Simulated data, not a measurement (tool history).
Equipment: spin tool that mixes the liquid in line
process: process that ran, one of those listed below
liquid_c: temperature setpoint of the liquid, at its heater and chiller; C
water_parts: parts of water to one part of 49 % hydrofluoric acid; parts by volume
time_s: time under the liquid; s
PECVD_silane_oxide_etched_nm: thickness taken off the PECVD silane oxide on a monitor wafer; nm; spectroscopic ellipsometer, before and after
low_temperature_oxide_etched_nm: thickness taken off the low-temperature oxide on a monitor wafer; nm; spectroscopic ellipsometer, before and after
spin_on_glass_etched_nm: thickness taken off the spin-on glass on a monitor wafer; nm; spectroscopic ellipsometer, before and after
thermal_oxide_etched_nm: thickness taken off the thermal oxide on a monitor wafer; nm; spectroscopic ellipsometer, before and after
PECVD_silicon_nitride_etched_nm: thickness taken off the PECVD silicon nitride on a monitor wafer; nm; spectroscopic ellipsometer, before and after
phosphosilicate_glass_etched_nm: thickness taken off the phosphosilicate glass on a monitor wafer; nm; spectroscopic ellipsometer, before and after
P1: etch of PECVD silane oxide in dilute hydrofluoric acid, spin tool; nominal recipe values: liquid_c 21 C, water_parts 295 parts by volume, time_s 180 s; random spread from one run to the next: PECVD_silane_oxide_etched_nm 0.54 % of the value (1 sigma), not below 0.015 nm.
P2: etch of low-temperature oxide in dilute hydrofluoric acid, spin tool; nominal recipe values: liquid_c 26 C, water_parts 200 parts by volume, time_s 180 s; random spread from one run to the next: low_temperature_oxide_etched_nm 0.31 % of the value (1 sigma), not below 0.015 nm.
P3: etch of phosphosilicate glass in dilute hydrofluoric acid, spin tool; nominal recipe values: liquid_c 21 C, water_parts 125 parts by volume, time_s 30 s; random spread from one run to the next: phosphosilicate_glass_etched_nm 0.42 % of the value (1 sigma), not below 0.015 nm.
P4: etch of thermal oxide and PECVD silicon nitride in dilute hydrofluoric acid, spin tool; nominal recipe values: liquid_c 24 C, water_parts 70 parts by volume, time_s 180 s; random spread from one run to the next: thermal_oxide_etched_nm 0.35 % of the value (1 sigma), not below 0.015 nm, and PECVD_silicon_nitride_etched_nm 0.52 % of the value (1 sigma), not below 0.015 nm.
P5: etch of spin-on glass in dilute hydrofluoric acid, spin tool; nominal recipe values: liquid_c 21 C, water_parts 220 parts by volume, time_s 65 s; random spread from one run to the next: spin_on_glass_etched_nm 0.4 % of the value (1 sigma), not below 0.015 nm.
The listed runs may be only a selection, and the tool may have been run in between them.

run,hour,process,liquid_c,water_parts,time_s,hours since the thermometer was replaced,hours since the hydrofluoric acid flow meter was replaced,PECVD_silane_oxide_etched_nm,low_temperature_oxide_etched_nm,spin_on_glass_etched_nm,thermal_oxide_etched_nm,PECVD_silicon_nitride_etched_nm,phosphosilicate_glass_etched_nm
1,17,P1,21,295,180,862.2,622.3,13.551,,,,,
2,25.9,P2,22,200,180,871.1,631.2,,17.092,,,,
3,43.2,P5,21,220,65,888.4,648.5,,,9.1798,,,
4,51.1,P4,24,70,15,896.3,656.4,,,,1.0357,0.3734,
5,62,P1,21,135,325,907.2,667.3,62.677,,,,,
6,78.5,P5,21,390,65,923.7,683.8,,,4.4692,,,
7,95.1,P5,21,220,15,940.3,700.4,,,2.1157,,,
8,106.7,P1,25,295,180,951.9,712,15.621,,,,,
9,116.6,P3,21,125,30,961.8,721.9,,,,,,42.425
10,128.9,P2,26,200,260,974.1,734.2,,28.463,,,,
11,138.5,P1,21,295,295,983.7,743.8,22.408,,,,,
12,156.1,P1,21,80,180,1001.3,761.4,62.78,,,,,
13,169.5,P4,24,100,180,1014.7,774.8,,,,8.1413,3.1218,
14,182.2,P4,19,70,180,1027.4,787.5,,,,9.814,3.1577,
# hour 189.7: hydrofluoric acid flow meter replaced
15,190,P5,28,220,65,1035.2,0.3,,,11.831,,,
16,202.7,P3,27,125,30,1047.9,13,,,,,,53.245
17,219.9,P2,26,200,180,1065.1,30.2,,19.674,,,,
18,230.9,P1,21,110,85,1076.1,41.2,20.964,,,,,
19,242.4,P2,26,120,180,1087.6,52.7,,36.248,,,,
20,253.6,P4,24,70,180,1098.8,63.9,,,,12.139,4.4313,
21,266.5,P1,21,295,180,1111.7,76.8,13.663,,,,,
22,279,P1,21,295,180,1124.2,89.3,13.616,,,,,
23,296.2,P1,17,295,180,1141.4,106.5,11.777,,,,,
24,304.9,P1,21,295,15,1150.1,115.2,1.1525,,,,,
25,314.1,P1,21,295,180,1159.3,124.4,13.552,,,,,
26,328.1,P4,24,70,180,1173.3,138.4,,,,12.149,4.4039,
27,340.2,P1,21,450,180,1185.4,150.5,7.7905,,,,,
28,355.2,P3,21,220,30,1200.4,165.5,,,,,,21.677
29,365.5,P3,21,125,60,1210.7,175.8,,,,,,84.696
30,374.4,P1,21,295,180,1219.6,184.7,13.655,,,,,
31,382.6,P1,21,295,180,1227.8,192.9,13.494,,,,,
32,394.8,P1,21,295,180,1240,205.1,14.001,,,,,
33,409,P1,21,295,180,1254.2,219.3,14.307,,,,,
34,421.3,P1,21,295,180,1266.5,231.6,14.408,,,,,
35,431.7,P1,21,295,180,1276.9,242,14.524,,,,,
36,442.1,P1,21,295,180,1287.3,252.4,14.329,,,,,
37,452.3,P1,21,295,180,1297.5,262.6,14.422,,,,,
38,461.2,P1,21,295,180,1306.4,271.5,14.451,,,,,
39,473,P1,21,295,180,1318.2,283.3,14.356,,,,,

The log shows P1 creeping away from where it was. Any of the 2 causes listed here, at the size stated for it, fits the log just as well as the others:
A: hydrofluoric acid flow above the setpoint (%) = 4.88
B: liquid hotter than its thermometer reads (K) = 1.69
At approximately hour 382.6, the process output began to creep.

4 check runs are offered, one wafer each, their results left as question marks. Which one tells the causes apart?
check 1,484.8,P5,21,380,15,,,,,?,,,
check 2,484.8,P4,24,70,115,,,,,,?,?,
check 3,484.8,P3,21,160,60,,,,,,,,?
check 4,484.8,P2,22.5,200,180,,,,?,,,,

Expected result of each check under each candidate cause:
check,result,if A,if B
check 1,spin_on_glass_etched_nm,1.1262,1.1205
check 2,thermal_oxide_etched_nm,8.1462,8.2783
check 2,PECVD_silicon_nitride_etched_nm,2.9694,3.1696
check 3,phosphosilicate_glass_etched_nm,67.174,67.857
check 4,low_temperature_oxide_etched_nm,18.356,18.458
Distance between the nearest two causes, measured in the result of the check that separates them most: check 1 0.51 %; check 2 6.53 %; check 3 1.01 %; check 4 0.55 %
The other checks would show nearly matching results whichever cause is true, so check 2 is the only one that separates the causes.

Check 2 was carried out, with these results: thermal_oxide_etched_nm 8.1008 nm; PECVD_silicon_nitride_etched_nm 2.9665 nm. Which of the listed causes is responsible?

It was cause A: hydrofluoric acid flow above the setpoint (%).
